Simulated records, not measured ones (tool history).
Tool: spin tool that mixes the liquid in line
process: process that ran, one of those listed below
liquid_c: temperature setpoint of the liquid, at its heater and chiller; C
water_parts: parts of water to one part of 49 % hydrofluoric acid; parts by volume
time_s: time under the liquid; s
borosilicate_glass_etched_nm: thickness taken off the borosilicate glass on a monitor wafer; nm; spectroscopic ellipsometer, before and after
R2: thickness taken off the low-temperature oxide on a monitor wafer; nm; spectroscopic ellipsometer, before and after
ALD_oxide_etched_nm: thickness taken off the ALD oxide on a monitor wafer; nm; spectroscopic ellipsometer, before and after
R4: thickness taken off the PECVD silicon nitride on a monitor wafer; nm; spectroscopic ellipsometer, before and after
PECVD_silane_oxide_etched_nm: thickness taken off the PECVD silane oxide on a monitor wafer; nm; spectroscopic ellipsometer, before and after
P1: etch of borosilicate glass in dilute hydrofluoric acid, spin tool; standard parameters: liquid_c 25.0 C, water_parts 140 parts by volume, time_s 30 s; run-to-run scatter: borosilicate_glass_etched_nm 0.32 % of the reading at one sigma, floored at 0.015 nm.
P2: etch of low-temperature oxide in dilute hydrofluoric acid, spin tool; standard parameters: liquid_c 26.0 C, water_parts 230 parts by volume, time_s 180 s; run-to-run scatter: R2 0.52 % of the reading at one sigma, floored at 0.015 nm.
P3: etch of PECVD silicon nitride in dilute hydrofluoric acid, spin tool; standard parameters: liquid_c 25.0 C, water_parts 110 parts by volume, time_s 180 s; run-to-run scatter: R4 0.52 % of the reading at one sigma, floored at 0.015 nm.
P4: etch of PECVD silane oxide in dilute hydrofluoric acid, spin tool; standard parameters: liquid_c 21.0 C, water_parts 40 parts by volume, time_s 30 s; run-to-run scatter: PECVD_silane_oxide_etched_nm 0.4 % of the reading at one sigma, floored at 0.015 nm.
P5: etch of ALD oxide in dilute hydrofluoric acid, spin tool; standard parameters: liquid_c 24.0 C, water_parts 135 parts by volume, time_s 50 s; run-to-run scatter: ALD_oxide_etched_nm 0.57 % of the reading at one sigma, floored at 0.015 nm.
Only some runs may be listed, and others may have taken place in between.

{"run": 1, "hour": 8.0, "process": "P1", "liquid_c": 25.0, "water_parts": 140, "time_s": 30, "borosilicate_glass_etched_nm": 10.132}
{"run": 2, "hour": 18.0, "process": "P2", "liquid_c": 26.0, "water_parts": 230, "time_s": 180, "R2": 13.935}
{"run": 3, "hour": 28.5, "process": "P5", "liquid_c": 24.0, "water_parts": 135, "time_s": 75, "ALD_oxide_etched_nm": 10.32}
{"run": 4, "hour": 34.6, "process": "P1", "liquid_c": 25.0, "water_parts": 140, "time_s": 30, "borosilicate_glass_etched_nm": 10.153}
{"run": 5, "hour": 44.2, "process": "P1", "liquid_c": 33.0, "water_parts": 140, "time_s": 30, "borosilicate_glass_etched_nm": 13.711}
{"run": 6, "hour": 49.8, "process": "P3", "liquid_c": 31.5, "water_parts": 110, "time_s": 180, "R4": 8.9474}
{"run": 7, "hour": 60.4, "process": "P2", "liquid_c": 26.0, "water_parts": 230, "time_s": 180, "R2": 13.929}
{"run": 8, "hour": 67.7, "process": "P3", "liquid_c": 25.0, "water_parts": 110, "time_s": 180, "R4": 5.9337}
{"run": 9, "hour": 78.2, "process": "P1", "liquid_c": 25.0, "water_parts": 45, "time_s": 30, "borosilicate_glass_etched_nm": 35.843}
{"run": 10, "hour": 89.1, "process": "P1", "liquid_c": 25.0, "water_parts": 190, "time_s": 30, "borosilicate_glass_etched_nm": 7.0925}
{"run": 11, "hour": 96.2, "process": "P5", "liquid_c": 24.0, "water_parts": 135, "time_s": 50, "ALD_oxide_etched_nm": 6.8762}
{"run": 12, "hour": 105.7, "process": "P2", "liquid_c": 19.0, "water_parts": 230, "time_s": 180, "R2": 10.793}
{"run": 13, "hour": 116.7, "process": "P4", "liquid_c": 21.0, "water_parts": 40, "time_s": 30, "PECVD_silane_oxide_etched_nm": 27.453}
{"run": 14, "hour": 125.9, "process": "P4", "liquid_c": 28.5, "water_parts": 40, "time_s": 30, "PECVD_silane_oxide_etched_nm": 36.996}
{"run": 15, "hour": 136.4, "process": "P1", "liquid_c": 18.0, "water_parts": 140, "time_s": 30, "borosilicate_glass_etched_nm": 7.7091}
{"run": 16, "hour": 146.0, "process": "P1", "liquid_c": 32.0, "water_parts": 240, "time_s": 30, "borosilicate_glass_etched_nm": 6.7611}
{"run": 17, "hour": 154.1, "process": "P1", "liquid_c": 17.0, "water_parts": 140, "time_s": 15, "borosilicate_glass_etched_nm": 3.6976}
{"run": 18, "hour": 164.3, "process": "P5", "liquid_c": 17.0, "water_parts": 135, "time_s": 50, "ALD_oxide_etched_nm": 5.225}
{"run": 19, "hour": 171.0, "process": "P3", "liquid_c": 25.0, "water_parts": 180, "time_s": 180, "R4": 3.6482}
{"run": 20, "hour": 179.5, "process": "P1", "liquid_c": 25.0, "water_parts": 140, "time_s": 15, "borosilicate_glass_etched_nm": 5.1453}
{"run": 21, "hour": 190.7, "process": "P3", "liquid_c": 25.0, "water_parts": 110, "time_s": 15, "R4": 0.49543}
{"run": 22, "hour": 197.6, "process": "P1", "liquid_c": 25.0, "water_parts": 140, "time_s": 30, "borosilicate_glass_etched_nm": 10.173}
{"run": 23, "hour": 207.5, "process": "P1", "liquid_c": 25.0, "water_parts": 195, "time_s": 15, "borosilicate_glass_etched_nm": 3.4062}
{"run": 24, "hour": 213.0, "process": "P4", "liquid_c": 21.0, "water_parts": 40, "time_s": 50, "PECVD_silane_oxide_etched_nm": 45.386}
{"run": 25, "hour": 223.1, "process": "P1", "liquid_c": 25.0, "water_parts": 140, "time_s": 30, "borosilicate_glass_etched_nm": 10.202}
{"run": 26, "hour": 229.7, "process": "P4", "liquid_c": 21.0, "water_parts": 70, "time_s": 30, "PECVD_silane_oxide_etched_nm": 15.111}
{"run": 27, "hour": 238.8, "process": "P2", "liquid_c": 26.0, "water_parts": 230, "time_s": 310, "R2": 23.748}
{"run": 28, "hour": 249.2, "process": "P5", "liquid_c": 24.0, "water_parts": 40, "time_s": 50, "ALD_oxide_etched_nm": 26.583}
{"run": 29, "hour": 257.9, "process": "P5", "liquid_c": 24.0, "water_parts": 135, "time_s": 50, "ALD_oxide_etched_nm": 6.9203}
{"run": 30, "hour": 266.3, "process": "P1", "liquid_c": 25.0, "water_parts": 140, "time_s": 30, "borosilicate_glass_etched_nm": 10.173}
{"run": 31, "hour": 276.4, "process": "P3", "liquid_c": 25.0, "water_parts": 110, "time_s": 180, "R4": 5.9118}
{"run": 32, "hour": 284.7, "process": "P2", "liquid_c": 26.0, "water_parts": 130, "time_s": 180, "R2": 27.512}
{"run": 33, "hour": 291.6, "process": "P1", "liquid_c": 25.0, "water_parts": 140, "time_s": 55, "borosilicate_glass_etched_nm": 18.615}
{"run": 34, "hour": 298.7, "process": "P1", "liquid_c": 25.0, "water_parts": 140, "time_s": 30, "borosilicate_glass_etched_nm": 10.086}
{"run": 35, "hour": 303.7, "process": "P1", "liquid_c": 25.0, "water_parts": 140, "time_s": 30, "borosilicate_glass_etched_nm": 9.8988}
{"run": 36, "hour": 314.5, "process": "P1", "liquid_c": 25.0, "water_parts": 140, "time_s": 30, "borosilicate_glass_etched_nm": 9.7461}
{"run": 37, "hour": 324.8, "process": "P1", "liquid_c": 25.0, "water_parts": 140, "time_s": 30, "borosilicate_glass_etched_nm": 9.5925}
{"run": 38, "hour": 330.0, "process": "P1", "liquid_c": 25.0, "water_parts": 140, "time_s": 30, "borosilicate_glass_etched_nm": 9.5796}
{"run": 39, "hour": 336.4, "process": "P1", "liquid_c": 25.0, "water_parts": 140, "time_s": 30, "borosilicate_glass_etched_nm": 9.5187}
{"run": 40, "hour": 343.2, "process": "P1", "liquid_c": 25.0, "water_parts": 140, "time_s": 30, "borosilicate_glass_etched_nm": 9.5633}

The output of P1 has drifted from where it used to be. Each of the 2 causes below, taken at the size shown beside it, accounts for the log equally well:
A: hydrofluoric acid flow below the setpoint (%) = 5.52
B: liquid colder than its thermometer reads (K) = 1.73
The drift started at roughly hour 298.7.

4 check runs are offered, one wafer each, their results left as question marks. Which one tells the causes apart?
{"run": "check 1", "hour": 350.0, "process": "P4", "liquid_c": 26.5, "water_parts": 70, "time_s": 30, "PECVD_silane_oxide_etched_nm": "?"}
{"run": "check 2", "hour": 350.0, "process": "P3", "liquid_c": 30.0, "water_parts": 110, "time_s": 180, "R4": "?"}
{"run": "check 3", "hour": 350.0, "process": "P5", "liquid_c": 24.0, "water_parts": 50, "time_s": 75, "ALD_oxide_etched_nm": "?"}
{"run": "check 4", "hour": 350.0, "process": "P2", "liquid_c": 21.5, "water_parts": 230, "time_s": 290, "R2": "?"}

If the cause were each of the candidates in turn, the checks would give the following:
check=check_1 result=PECVD_silane_oxide_etched_nm if_A=17.690 if_B=17.570
check=check_2 result=R4 if_A=7.73160 if_B=7.34360
check=check_3 result=ALD_oxide_etched_nm if_A=29.4150 if_B=29.0910
check=check_4 result=R2 if_A=17.734 if_B=17.819
Per check, the gap between the least separated pair of causes, taken in the result that splits them most: check 1 0.68 %; check 2 5.15 %; check 3 1.11 %; check 4 0.48 %
Of the check runs offered, only check 2 discriminates between the causes; the rest would read about the same regardless of which cause applies.

The results of check 2 are: R4 7.26780 nm. Based on these, which of the listed causes is it?

B is the cause: liquid colder than its thermometer reads (K).
